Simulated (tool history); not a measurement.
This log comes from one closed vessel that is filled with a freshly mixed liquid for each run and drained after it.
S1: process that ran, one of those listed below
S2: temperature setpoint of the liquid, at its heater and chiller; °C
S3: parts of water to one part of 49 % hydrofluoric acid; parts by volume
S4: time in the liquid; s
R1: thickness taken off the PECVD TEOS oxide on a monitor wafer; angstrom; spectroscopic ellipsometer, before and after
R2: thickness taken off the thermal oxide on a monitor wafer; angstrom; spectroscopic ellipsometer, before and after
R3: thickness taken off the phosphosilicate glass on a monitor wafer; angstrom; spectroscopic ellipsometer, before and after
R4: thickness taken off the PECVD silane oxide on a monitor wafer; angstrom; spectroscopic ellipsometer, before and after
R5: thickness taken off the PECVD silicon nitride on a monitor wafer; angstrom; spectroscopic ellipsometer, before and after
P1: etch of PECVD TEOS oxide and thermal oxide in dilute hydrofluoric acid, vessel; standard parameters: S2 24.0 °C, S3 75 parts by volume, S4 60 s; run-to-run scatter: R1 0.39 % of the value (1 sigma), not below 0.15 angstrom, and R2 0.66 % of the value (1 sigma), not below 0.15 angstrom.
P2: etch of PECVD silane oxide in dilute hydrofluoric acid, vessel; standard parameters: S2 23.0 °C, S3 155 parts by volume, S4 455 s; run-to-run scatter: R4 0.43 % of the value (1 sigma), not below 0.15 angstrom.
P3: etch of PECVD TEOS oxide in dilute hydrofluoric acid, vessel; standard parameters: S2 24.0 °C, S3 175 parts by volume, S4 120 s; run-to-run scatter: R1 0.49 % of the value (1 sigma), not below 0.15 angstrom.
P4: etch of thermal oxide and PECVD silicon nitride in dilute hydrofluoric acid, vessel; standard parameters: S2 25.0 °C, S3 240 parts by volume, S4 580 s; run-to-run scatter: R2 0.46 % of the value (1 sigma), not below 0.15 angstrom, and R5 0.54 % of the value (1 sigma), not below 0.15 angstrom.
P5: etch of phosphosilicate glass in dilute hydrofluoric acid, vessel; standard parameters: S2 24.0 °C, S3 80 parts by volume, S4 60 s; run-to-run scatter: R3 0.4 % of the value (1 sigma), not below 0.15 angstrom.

run	hour	S1	S2	S3	S4	R1	R2	R3	R4	R5
1	12.9	P1	24.0	75	60	200.870	36.666			
2	25.5	P1	31.0	75	35	152.540	28.227			
3	41.9	P5	24.0	80	30			230.25		
4	50.9	P2	23.0	70	455				1015.90	
5	58.9	P3	24.0	110	120	164.870				
6	75.1	P3	24.0	175	120	94.886				
7	89.9	P1	24.0	130	30	54.182	10.179			
8	98.3	P1	28.5	75	60	240.010	45.116			
9	114.4	P1	24.0	75	60	198.820	37.347			
10	122.5	P4	25.0	240	580		100.170			149.070
# hour 122.9: thermometer replaced
11	134.6	P2	23.0	155	150				136.86	
12	146.5	P1	24.0	75	115	382.790	72.024			
13	160.9	P5	24.0	80	60			464.60		
14	175.9	P4	25.0	340	580		63.946			104.590
15	192.5	P1	19.5	75	60	166.360	30.694			
16	208.0	P4	25.0	240	60		10.419			15.524
17	219.6	P2	29.5	155	455				529.26	
18	230.6	P1	24.0	75	60	199.030	37.318			
19	245.2	P1	24.0	25	60	636.880	119.330			
20	253.2	P3	19.5	175	120	80.310				
21	262.3	P4	25.0	240	580		99.508			147.050
# hour 266.9: hydrofluoric acid flow meter replaced
22	279.2	P1	24.0	75	35	115.560	21.975			
23	295.9	P1	24.0	75	60	198.520	37.079			
24	303.6	P1	24.0	105	60	136.840	25.770			
25	319.1	P3	24.0	175	35	28.019				
26	334.4	P4	32.5	240	580		129.950			234.250
27	348.8	P2	23.0	155	455				414.40	
28	360.7	P5	24.0	145	60			236.98		
29	368.8	P2	23.0	155	455				413.88	
30	381.0	P5	28.5	80	60			552.62		
31	390.1	P1	24.0	75	60	200.420	37.034			
32	399.0	P1	24.0	75	60	199.700	37.435			
33	407.2	P1	24.0	75	60	204.980	38.014			
34	422.4	P1	24.0	75	60	207.750	38.853			
35	438.4	P1	24.0	75	60	211.810	39.459			
36	452.3	P1	24.0	75	60	213.030	40.140			
37	465.2	P1	24.0	75	60	213.290	40.331			
38	481.9	P1	24.0	75	60	214.060	40.192			
39	497.3	P1	24.0	75	60	215.380	40.101			
40	510.1	P1	24.0	75	60	214.330	39.971			

P1 has crept away from where it was. The log is fitted equally well by each of these 2 causes, at the sizes shown:
A: liquid hotter than its thermometer reads (K) = 1.87
B: hydrofluoric acid flow above the setpoint (%) = 7.09
The onset of the drift is placed at about hour 399.0.

Consider the 4 single-wafer check runs listed below, results given as question marks: which one distinguishes between the causes by giving clearly different results for each?
check 1	522.9	P5	24.0	80	60			?		
check 2	522.9	P2	23.0	155	455				?	
check 3	522.9	P3	24.0	175	120	?				
check 4	522.9	P4	25.0	240	580		?			?

Check results expected under each cause:
check	result	if A	if B
check 1	R3	499.67	500.02
check 2	R4	443.71	447.57
check 3	R1	102.560	103.790
check 4	R2	107.330	109.450
check 4	R5	166.520	159.010
Distance between the nearest two causes, measured in the result of the check that separates them most: check 1 0.07 %; check 2 0.87 %; check 3 1.19 %; check 4 4.62 %
The causes can be told apart only by check 4. The other checks would give nearly the same results under each of them.

The results of check 4 are: R2 110.070 angstrom; R5 158.910 angstrom. Based on these, which of the listed causes is it?

It was cause B: hydrofluoric acid flow above the setpoint (%).
